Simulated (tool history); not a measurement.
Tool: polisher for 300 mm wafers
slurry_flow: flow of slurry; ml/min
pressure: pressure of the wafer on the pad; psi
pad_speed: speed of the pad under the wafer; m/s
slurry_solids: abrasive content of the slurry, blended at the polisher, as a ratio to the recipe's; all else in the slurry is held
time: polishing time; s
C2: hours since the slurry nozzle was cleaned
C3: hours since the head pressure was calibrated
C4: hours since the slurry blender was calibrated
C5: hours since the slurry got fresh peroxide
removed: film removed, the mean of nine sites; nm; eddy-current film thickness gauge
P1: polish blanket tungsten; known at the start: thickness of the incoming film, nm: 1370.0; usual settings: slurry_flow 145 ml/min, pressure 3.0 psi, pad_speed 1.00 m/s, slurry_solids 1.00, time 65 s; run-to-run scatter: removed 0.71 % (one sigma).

Run 1, day 0.742: slurry_flow 145 ml/min, pressure 3.0 psi, pad_speed 1.00 m/s, slurry_solids 1.00, time 65 s; wafers polished on this pad 814; C2 237.7; C3 410.5; C4 93.0; C5 79.5. Result: removed 279.76 nm.
Run 2, day 1.446: slurry_flow 85 ml/min, pressure 3.0 psi, pad_speed 1.00 m/s, slurry_solids 1.00, time 65 s; wafers polished on this pad 923; C2 254.6; C3 427.4; C4 109.9; C5 96.4. Result: removed 247.86 nm.
Run 3, day 1.983: slurry_flow 145 ml/min, pressure 3.0 psi, pad_speed 1.00 m/s, slurry_solids 1.00, time 103 s; wafers polished on this pad 1006; C2 267.5; C3 440.3; C4 122.8; C5 109.3. Result: removed 435.76 nm.
Run 4, day 2.679: slurry_flow 145 ml/min, pressure 3.0 psi, pad_speed 1.00 m/s, slurry_solids 1.00, time 65 s; wafers polished on this pad 1113; C2 284.2; C3 457.0; C4 139.5; C5 126.0. Result: removed 276.82 nm.
Run 5, day 3.071: slurry_flow 145 ml/min, pressure 3.0 psi, pad_speed 1.54 m/s, slurry_solids 1.00, time 90 s; wafers polished on this pad 1174; C2 293.6; C3 466.4; C4 148.9; C5 135.4. Result: removed 590.20 nm.
At day 3.354: slurry nozzle cleaned.
Run 6, day 3.796: slurry_flow 145 ml/min, pressure 3.0 psi, pad_speed 1.00 m/s, slurry_solids 1.00, time 65 s; wafers polished on this pad 1286; C2 10.6; C3 483.8; C4 166.3; C5 152.8. Result: removed 276.49 nm.
Run 7, day 4.421: slurry_flow 145 ml/min, pressure 3.0 psi, pad_speed 1.00 m/s, slurry_solids 1.00, time 65 s; wafers polished on this pad 1382; C2 25.6; C3 498.8; C4 181.3; C5 167.8. Result: removed 275.59 nm.
Run 8, day 5.054: slurry_flow 145 ml/min, pressure 3.0 psi, pad_speed 1.00 m/s, slurry_solids 1.35, time 65 s; wafers polished on this pad 1480; C2 40.8; C3 514.0; C4 196.5; C5 183.0. Result: removed 301.55 nm.
Run 9, day 5.571: slurry_flow 145 ml/min, pressure 1.4 psi, pad_speed 1.00 m/s, slurry_solids 1.00, time 65 s; wafers polished on this pad 1560; C2 53.2; C3 526.4; C4 208.9; C5 195.4. Result: removed 128.52 nm.
Run 10, day 6.029: slurry_flow 145 ml/min, pressure 3.0 psi, pad_speed 1.00 m/s, slurry_solids 0.55, time 65 s; wafers polished on this pad 1631; C2 64.2; C3 537.4; C4 219.9; C5 206.4. Result: removed 240.48 nm.
Run 11, day 6.817: slurry_flow 145 ml/min, pressure 3.0 psi, pad_speed 0.52 m/s, slurry_solids 1.00, time 65 s; wafers polished on this pad 1752; C2 83.1; C3 556.3; C4 238.8; C5 225.3. Result: removed 143.29 nm.
Run 12, day 7.312: slurry_flow 195 ml/min, pressure 3.0 psi, pad_speed 1.00 m/s, slurry_solids 1.00, time 65 s; wafers polished on this pad 1829; C2 95.0; C3 568.2; C4 250.7; C5 237.2. Result: removed 290.80 nm.
Run 13, day 7.975: slurry_flow 145 ml/min, pressure 3.0 psi, pad_speed 1.52 m/s, slurry_solids 1.00, time 65 s; wafers polished on this pad 1931; C2 110.9; C3 584.1; C4 266.6; C5 253.1. Result: removed 413.71 nm.
Run 14, day 8.333: slurry_flow 145 ml/min, pressure 4.6 psi, pad_speed 1.00 m/s, slurry_solids 1.00, time 65 s; wafers polished on this pad 1986; C2 119.5; C3 592.7; C4 275.2; C5 261.7. Result: removed 417.11 nm.
Run 15, day 9.000: slurry_flow 145 ml/min, pressure 3.0 psi, pad_speed 1.00 m/s, slurry_solids 1.00, time 43 s; wafers polished on this pad 2089; C2 135.5; C3 608.7; C4 291.2; C5 277.7. Result: removed 182.48 nm.
Run 16, day 9.571: slurry_flow 145 ml/min, pressure 3.0 psi, pad_speed 1.00 m/s, slurry_solids 1.00, time 65 s; wafers polished on this pad 2177; C2 149.2; C3 622.4; C4 304.9; C5 291.4. Result: removed 274.05 nm.
Run 17, day 10.304: slurry_flow 145 ml/min, pressure 3.0 psi, pad_speed 1.00 m/s, slurry_solids 1.00, time 65 s; wafers polished on this pad 2291; C2 166.8; C3 640.0; C4 322.5; C5 309.0. Result: removed 263.94 nm.
Run 18, day 10.883: slurry_flow 145 ml/min, pressure 3.0 psi, pad_speed 1.00 m/s, slurry_solids 1.00, time 65 s; wafers polished on this pad 2380; C2 180.7; C3 653.9; C4 336.4; C5 322.9. Result: removed 260.53 nm.
Run 19, day 11.454: slurry_flow 145 ml/min, pressure 3.0 psi, pad_speed 1.00 m/s, slurry_solids 1.00, time 65 s; wafers polished on this pad 2468; C2 194.4; C3 667.6; C4 350.1; C5 336.6. Result: removed 261.57 nm.
Run 20, day 12.012: slurry_flow 145 ml/min, pressure 3.0 psi, pad_speed 1.00 m/s, slurry_solids 1.00, time 65 s; wafers polished on this pad 2555; C2 207.8; C3 681.0; C4 363.5; C5 350.0. Result: removed 255.14 nm.
At day 12.062: worn pad replaced by a new one.
At day 12.425: slurry tank refilled with fresh slurry and peroxide.
Run 21, day 12.604: slurry_flow 145 ml/min, pressure 3.0 psi, pad_speed 1.00 m/s, slurry_solids 1.00, time 65 s; wafers polished on this pad 83; C2 222.0; C3 695.2; C4 377.7; C5 4.4. Result: removed 259.88 nm.
At day 12.671: slurry blender recalibrated.
Run 22, day 13.225: slurry_flow 145 ml/min, pressure 3.0 psi, pad_speed 1.00 m/s, slurry_solids 1.00, time 65 s; wafers polished on this pad 179; C2 236.9; C3 710.1; C4 13.3; C5 19.3. Result: removed 259.74 nm.
Run 23, day 14.017: slurry_flow 145 ml/min, pressure 3.0 psi, pad_speed 1.00 m/s, slurry_solids 1.00, time 65 s; wafers polished on this pad 302; C2 255.9; C3 729.1; C4 32.3; C5 38.3. Result: removed 258.46 nm.
Run 24, day 14.792: slurry_flow 145 ml/min, pressure 3.0 psi, pad_speed 1.00 m/s, slurry_solids 1.00, time 65 s; wafers polished on this pad 421; C2 274.5; C3 747.7; C4 50.9; C5 56.9. Result: removed 257.48 nm.

What P1 gives has crept away from where it was. These 2 causes fit the log equally well, each at the size given:
A: head's pressure below its setpoint, % = 7.35
B: slurry flow missing at the pad, % = 30.3
The creep began at about day 9.571.
Why every other cause is out:
removal rate lost through wear of the pad, %: serviced at day 12.062, which brought nothing back
abrasive missing from the slurry, %: serviced at day 12.671, which brought nothing back
peroxide lost from the slurry, %: serviced at day 12.425, which brought nothing back

4 check runs are offered, each on 2 wafers whose results are averaged, their results left as question marks. Which one tells the causes apart?
Run check 1, day 15.567: slurry_flow 145 ml/min, pressure 3.0 psi, pad_speed 1.24 m/s, slurry_solids 1.00, time 65 s. Result: removed ?.
Run check 2, day 15.567: slurry_flow 145 ml/min, pressure 3.0 psi, pad_speed 1.00 m/s, slurry_solids 0.70, time 65 s. Result: removed ?.
Run check 3, day 15.567: slurry_flow 145 ml/min, pressure 3.0 psi, pad_speed 1.26 m/s, slurry_solids 1.00, time 46 s. Result: removed ?.
Run check 4, day 15.567: slurry_flow 85 ml/min, pressure 3.0 psi, pad_speed 1.32 m/s, slurry_solids 1.00, time 65 s. Result: removed ?.

What each check would give under each cause:
  check   result    if A    if B
check 1  removed  317.68  317.66
check 2  removed  235.82  235.80
check 3  removed  228.45  228.43
check 4  removed  299.12  285.93
How far apart the two closest causes lie, in the result that separates them most: check 1 0.01 %; check 2 0.01 %; check 3 0.01 %; check 4 4.51 %
Check 4 tells the causes apart: in the others they would give nearly the same result.

Check 4 was then run and gave: removed 300.47 nm. Which cause is it?

It is A: head's pressure below its setpoint, %.

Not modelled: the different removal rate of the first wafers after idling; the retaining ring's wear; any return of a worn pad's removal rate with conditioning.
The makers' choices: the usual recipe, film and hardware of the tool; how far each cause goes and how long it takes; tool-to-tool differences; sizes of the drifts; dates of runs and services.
